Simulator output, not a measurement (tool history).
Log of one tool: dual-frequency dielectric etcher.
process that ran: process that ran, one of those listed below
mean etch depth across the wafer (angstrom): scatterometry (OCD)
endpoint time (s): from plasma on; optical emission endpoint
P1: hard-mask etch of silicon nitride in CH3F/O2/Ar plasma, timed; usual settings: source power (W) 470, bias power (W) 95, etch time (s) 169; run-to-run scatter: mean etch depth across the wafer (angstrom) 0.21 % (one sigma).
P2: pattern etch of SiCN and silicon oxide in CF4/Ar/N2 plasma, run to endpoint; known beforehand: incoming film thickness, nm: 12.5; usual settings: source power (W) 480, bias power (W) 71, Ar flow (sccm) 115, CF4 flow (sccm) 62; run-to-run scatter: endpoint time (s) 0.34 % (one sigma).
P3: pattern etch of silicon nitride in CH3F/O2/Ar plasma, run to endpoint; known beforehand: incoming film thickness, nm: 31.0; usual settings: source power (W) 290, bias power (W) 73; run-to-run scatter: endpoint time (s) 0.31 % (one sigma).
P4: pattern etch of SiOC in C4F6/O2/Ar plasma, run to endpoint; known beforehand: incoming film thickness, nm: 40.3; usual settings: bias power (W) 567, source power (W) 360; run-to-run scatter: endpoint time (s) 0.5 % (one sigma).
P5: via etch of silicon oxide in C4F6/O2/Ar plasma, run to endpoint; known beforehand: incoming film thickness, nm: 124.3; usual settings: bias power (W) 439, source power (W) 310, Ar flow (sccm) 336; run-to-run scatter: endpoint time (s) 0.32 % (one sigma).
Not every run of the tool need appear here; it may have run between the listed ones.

| run | hour | process that ran | source power (W) | bias power (W) | etch time (s) | Ar flow (sccm) | CF4 flow (sccm) | hours since the last wet clean | hours since the last source power generator calibration | hours since the last bias power generator calibration | mean etch depth across the wafer (angstrom) | endpoint time (s) |
|---|---|---|---|---|---|---|---|---|---|---|---|---|
| 1 | 8.7 | P1 | 470 | 95 | 169 |  |  | 155.4 | 690.7 | 1399.6 | 1445.5 |  |
| 2 | 14.8 | P5 | 310 | 345 |  | 336 |  | 161.5 | 696.8 | 1405.7 |  | 35.031 |
| 3 | 24.6 | P1 | 550 | 118 | 169 |  |  | 171.3 | 706.6 | 1415.5 | 1651.2 |  |
| 4 | 32.2 | P1 | 470 | 95 | 169 |  |  | 178.9 | 714.2 | 1423.1 | 1431.5 |  |
| 5 | 41.3 | P1 | 370 | 128 | 169 |  |  | 188 | 723.3 | 1432.2 | 1466 |  |
| 6 | 50 | P1 | 470 | 95 | 169 |  |  | 196.7 | 732 | 1440.9 | 1442.9 |  |
| 7 | 58.9 | P5 | 310 | 439 |  | 336 |  | 205.6 | 740.9 | 1449.8 |  | 32.098 |
| 8 | 65.6 | P3 | 290 | 99 |  |  |  | 212.3 | 747.6 | 1456.5 |  | 45.102 |
| 9 | 72.4 | P1 | 470 | 73 | 214 |  |  | 219.1 | 754.4 | 1463.3 | 1670.6 |  |
| 10 | 77.2 | P1 | 470 | 69 | 169 |  |  | 223.9 | 759.2 | 1468.1 | 1288.4 |  |
| 11 | 82.2 | P1 | 470 | 95 | 169 |  |  | 228.9 | 764.2 | 1473.1 | 1441.1 |  |
| 12 | 89.4 | P4 | 360 | 567 |  |  |  | 236.1 | 771.4 | 1480.3 |  | 13.386 |
| 13 | 95.6 | P5 | 310 | 439 |  | 218 |  | 242.3 | 777.6 | 1486.5 |  | 30.637 |
| 14 | 105.2 | P1 | 470 | 128 | 169 |  |  | 251.9 | 787.2 | 1496.1 | 1607.9 |  |
| 15 | 112.9 | P3 | 290 | 73 |  |  |  | 259.6 | 794.9 | 1503.8 |  | 50.352 |
| 16 | 123 | P1 | 470 | 95 | 111 |  |  | 269.7 | 805 | 1513.9 | 943.63 |  |
| 17 | 131.1 | P1 | 380 | 95 | 169 |  |  | 277.8 | 813.1 | 1522 | 1332.9 |  |
| 18 | 141.4 | P5 | 420 | 439 |  | 336 |  | 288.1 | 823.4 | 1532.3 |  | 28.736 |
| 19 | 148.4 | P1 | 470 | 95 | 169 |  |  | 295.1 | 830.4 | 1539.3 | 1441.8 |  |
| 20 | 154.3 | P2 | 480 | 71 |  | 115 | 62 | 301 | 836.3 | 1545.2 |  | 14.388 |
| 21 | 161.8 | P2 | 310 | 71 |  | 115 | 62 | 308.5 | 843.8 | 1552.7 |  | 21.083 |

The next listed run, before its measurement:
| 22 | 167.3 | P2 | 480 | 46 |  | 115 | 62 | 314 | 849.3 | 1558.2 |  | ? |

endpoint time (s): 16.643

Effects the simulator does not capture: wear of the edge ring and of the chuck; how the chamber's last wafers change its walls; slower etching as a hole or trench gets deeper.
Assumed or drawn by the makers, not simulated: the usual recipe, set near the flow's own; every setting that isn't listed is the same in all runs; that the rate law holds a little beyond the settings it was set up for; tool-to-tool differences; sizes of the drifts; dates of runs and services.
